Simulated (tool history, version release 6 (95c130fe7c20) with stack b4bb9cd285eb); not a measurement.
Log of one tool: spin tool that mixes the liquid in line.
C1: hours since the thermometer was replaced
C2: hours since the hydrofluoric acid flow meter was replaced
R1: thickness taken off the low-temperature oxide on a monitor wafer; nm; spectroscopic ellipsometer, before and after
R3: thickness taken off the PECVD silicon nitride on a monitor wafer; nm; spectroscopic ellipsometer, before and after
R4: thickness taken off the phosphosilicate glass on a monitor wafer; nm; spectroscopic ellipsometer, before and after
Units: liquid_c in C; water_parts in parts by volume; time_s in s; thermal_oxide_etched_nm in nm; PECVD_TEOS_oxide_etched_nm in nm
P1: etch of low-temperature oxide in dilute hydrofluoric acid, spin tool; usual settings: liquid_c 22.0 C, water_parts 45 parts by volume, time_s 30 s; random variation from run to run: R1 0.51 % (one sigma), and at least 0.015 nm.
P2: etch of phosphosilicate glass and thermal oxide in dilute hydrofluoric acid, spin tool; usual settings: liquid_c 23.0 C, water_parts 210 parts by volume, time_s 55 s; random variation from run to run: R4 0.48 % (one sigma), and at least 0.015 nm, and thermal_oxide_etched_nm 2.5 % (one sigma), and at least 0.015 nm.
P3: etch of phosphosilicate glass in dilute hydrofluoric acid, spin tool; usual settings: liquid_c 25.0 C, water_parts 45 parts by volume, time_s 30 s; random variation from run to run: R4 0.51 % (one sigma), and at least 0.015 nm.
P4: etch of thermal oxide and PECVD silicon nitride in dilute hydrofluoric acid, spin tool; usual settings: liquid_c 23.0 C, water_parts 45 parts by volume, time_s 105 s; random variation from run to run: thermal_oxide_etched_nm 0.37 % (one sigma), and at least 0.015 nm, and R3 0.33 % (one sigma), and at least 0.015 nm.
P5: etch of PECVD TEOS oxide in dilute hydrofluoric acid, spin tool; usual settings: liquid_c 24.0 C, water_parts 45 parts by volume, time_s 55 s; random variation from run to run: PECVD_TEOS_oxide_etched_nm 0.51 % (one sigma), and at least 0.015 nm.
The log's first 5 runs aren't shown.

run 6 hour=72.5 | process=P1 liquid_c=22.0 water_parts=45 time_s=30 | C1=885.5 C2=1523.2 | R1=21.843
run 7 hour=79.3 | process=P1 liquid_c=29.5 water_parts=45 time_s=15 | C1=892.3 C2=1530.0 | R1=14.810
run 8 hour=94.1 | process=P3 liquid_c=25.0 water_parts=60 time_s=30 | C1=907.1 C2=1544.8 | R4=46.171
run 9 hour=102.4 | process=P4 liquid_c=23.0 water_parts=45 time_s=15 | C1=915.4 C2=1553.1 | thermal_oxide_etched_nm=1.52980 R3=1.7511
run 10 hour=111.5 | process=P1 liquid_c=27.5 water_parts=45 time_s=30 | C1=924.5 C2=1562.2 | R1=27.506
run 11 hour=126.3 | process=P1 liquid_c=22.0 water_parts=45 time_s=15 | C1=939.3 C2=1577.0 | R1=11.125
run 12 hour=137.4 | process=P5 liquid_c=24.0 water_parts=45 time_s=55 | C1=950.4 C2=1588.1 | PECVD_TEOS_oxide_etched_nm=10.963
run 13 hour=152.2 | process=P1 liquid_c=22.0 water_parts=45 time_s=30 | C1=965.2 C2=1602.9 | R1=21.895
run 14 hour=167.1 | process=P1 liquid_c=22.0 water_parts=65 time_s=30 | C1=980.1 C2=1617.8 | R1=14.905
run 15 hour=175.2 | process=P2 liquid_c=23.0 water_parts=210 time_s=105 | C1=988.2 C2=1625.9 | thermal_oxide_etched_nm=2.06400 R4=28.346
run 16 hour=187.7 | process=P2 liquid_c=23.0 water_parts=105 time_s=55 | C1=1000.7 C2=1638.4 | thermal_oxide_etched_nm=2.42170 R4=33.172
run 17 hour=197.9 | process=P5 liquid_c=24.0 water_parts=20 time_s=55 | C1=1010.9 C2=1648.6 | PECVD_TEOS_oxide_etched_nm=25.780
run 18 hour=205.5 | process=P1 liquid_c=22.0 water_parts=20 time_s=30 | C1=1018.5 C2=1656.2 | R1=50.805
run 19 hour=218.6 | process=P1 liquid_c=22.0 water_parts=75 time_s=50 | C1=1031.6 C2=1669.3 | R1=21.250
run 20 hour=233.1 | process=P5 liquid_c=24.0 water_parts=45 time_s=55 | C1=1046.1 C2=1683.8 | PECVD_TEOS_oxide_etched_nm=10.976
run 21 hour=242.0 | process=P2 liquid_c=23.0 water_parts=210 time_s=55 | C1=1055.0 C2=1692.7 | thermal_oxide_etched_nm=0.97702 R4=14.825
run 22 hour=251.2 | process=P1 liquid_c=26.5 water_parts=45 time_s=15 | C1=1064.2 C2=1701.9 | R1=13.106
run 23 hour=258.0 | process=P3 liquid_c=18.5 water_parts=45 time_s=30 | C1=1071.0 C2=1708.7 | R4=47.602

Forecast run 24:
run 24 hour=270.3 | process=P3 liquid_c=25.0 water_parts=45 time_s=30 | C1=1083.3 C2=1721.0 | R4=?

{"run 24": {"R4": 63.366}}
